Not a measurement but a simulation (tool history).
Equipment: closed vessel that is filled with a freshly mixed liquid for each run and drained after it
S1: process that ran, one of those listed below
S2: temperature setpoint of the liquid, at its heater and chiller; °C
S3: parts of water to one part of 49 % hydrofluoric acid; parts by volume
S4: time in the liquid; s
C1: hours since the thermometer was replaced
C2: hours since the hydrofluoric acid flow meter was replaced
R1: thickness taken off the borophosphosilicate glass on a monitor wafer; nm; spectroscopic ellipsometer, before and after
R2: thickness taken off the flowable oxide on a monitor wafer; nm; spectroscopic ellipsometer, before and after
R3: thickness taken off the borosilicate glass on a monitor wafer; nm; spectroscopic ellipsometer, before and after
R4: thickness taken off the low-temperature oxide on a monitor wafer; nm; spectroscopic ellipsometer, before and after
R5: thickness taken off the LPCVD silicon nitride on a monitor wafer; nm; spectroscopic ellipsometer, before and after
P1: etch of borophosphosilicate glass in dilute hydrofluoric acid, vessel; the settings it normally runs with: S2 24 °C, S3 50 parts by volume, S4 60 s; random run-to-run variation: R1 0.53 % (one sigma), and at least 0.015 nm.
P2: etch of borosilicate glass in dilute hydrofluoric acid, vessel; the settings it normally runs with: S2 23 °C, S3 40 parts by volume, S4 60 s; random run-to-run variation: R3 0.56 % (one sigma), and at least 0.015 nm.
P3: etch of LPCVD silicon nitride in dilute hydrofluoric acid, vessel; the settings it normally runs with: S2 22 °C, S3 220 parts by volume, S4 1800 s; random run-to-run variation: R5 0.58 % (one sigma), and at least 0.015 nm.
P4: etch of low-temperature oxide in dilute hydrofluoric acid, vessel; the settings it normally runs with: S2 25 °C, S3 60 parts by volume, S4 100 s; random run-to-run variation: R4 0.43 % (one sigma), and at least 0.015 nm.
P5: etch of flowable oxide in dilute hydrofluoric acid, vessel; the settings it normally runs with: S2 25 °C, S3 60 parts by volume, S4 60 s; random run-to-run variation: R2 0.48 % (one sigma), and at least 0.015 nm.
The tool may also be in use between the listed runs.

run	hour	S1	S2	S3	S4	C1	C2	R1	R2	R3	R4	R5
1	8.1	P1	24	50	60	1135.8	107.6	70.845				
2	16.8	P5	25	60	60	1144.5	116.3		26.594			
3	24.4	P5	25	60	60	1152.1	123.9		26.314			
4	32.7	P5	25	85	60	1160.4	132.2		18.329			
5	39.7	P1	28.5	50	105	1167.4	139.2	149.42				
6	46.1	P5	25	60	30	1173.8	145.6		13.282			
7	57.5	P1	24	50	60	1185.2	157	71.466				
8	63.6	P1	27.5	50	60	1191.3	163.1	82.204				
9	70	P1	24	50	110	1197.7	169.5	131.23				
10	80.6	P1	24	50	60	1208.3	180.1	71.233				
11	89.3	P1	24	20	60	1217	188.8	186.98				
# hour 91.8: hydrofluoric acid flow meter replaced
12	100.2	P2	23	40	60	1227.9	8.4			26.412		
13	107.5	P1	20	50	60	1235.2	15.7	60.689				
14	115	P1	24	50	60	1242.7	23.2	71.681				
15	124.2	P1	29.5	20	60	1251.9	32.4	233.47				
16	136.6	P4	25	30	100	1264.3	44.8				43.33	
17	147.4	P2	29	40	60	1275.1	55.6			33.301		
18	160.3	P2	23	40	30	1288	68.5			13.121		
19	169.7	P4	25	60	180	1297.4	77.9				37.469	
20	177.9	P3	22	220	1015	1305.6	86.1					2.3132
21	189.4	P1	24	50	60	1317.1	97.6	71.552				
22	196.9	P3	22	300	1800	1324.6	105.1					3.0138
23	210.1	P2	23	75	60	1337.8	118.3			13.401		
24	220.3	P1	24	50	30	1348	128.5	35.777				
25	228.9	P4	19	60	100	1356.6	137.1				16.098	
26	237.2	P1	24	70	60	1364.9	145.4	49.74				
27	243.3	P3	28	220	1800	1371	151.5					5.9283
28	253.5	P5	31	60	60	1381.2	161.7		33.503			
29	267.3	P3	22	220	1800	1395	175.5					4.0979
30	277.4	P4	25	60	100	1405.1	185.6				20.782	
31	287.9	P1	24	50	60	1415.6	196.1	71.288				
32	301.2	P1	24	50	60	1428.9	209.4	68.146				
33	310.3	P1	24	50	60	1438	218.5	67.071				
34	316.7	P1	24	50	60	1444.4	224.9	66.874				
35	323.8	P1	24	50	60	1451.5	232	66.086				
36	334.1	P1	24	50	60	1461.8	242.3	65.915				
37	344.3	P1	24	50	60	1472	252.5	65.77				

P1 has crept away from where it was. The log is fitted equally well by each of these 2 causes, at the sizes shown:
A: hydrofluoric acid flow below the setpoint (%) = 6.85
B: liquid colder than its thermometer reads (K) = 1.83
At approximately hour 287.9, the process output began to creep.

Consider the 4 check runs below, whose results appear as question marks and each of which averages 2 wafers. Which one distinguishes the causes, in that each cause would give it a clearly different result?
check 1	354.5	P3	22	220	1800							?
check 2	354.5	P4	25	60	100						?	
check 3	354.5	P2	23	40	60					?		
check 4	354.5	P5	25	60	60				?			

How each check would come out, cause by cause:
check	result	if A	if B
check 1	R5	3.8312	3.6497
check 2	R4	19.244	19.285
check 3	R3	24.482	24.427
check 4	R2	24.545	24.598
Gap, in per cent, between the two causes that each check separates least, read from the result that separates them most: check 1 4.85 %; check 2 0.21 %; check 3 0.23 %; check 4 0.21 %
Check 1 is the one run that separates the causes; every other check would come out nearly the same whichever cause is at work.

With check 1 done, the readings were: R5 3.6447 nm. Identify which of the listed causes applies.

Of the candidate causes, it is B: liquid colder than its thermometer reads (K).
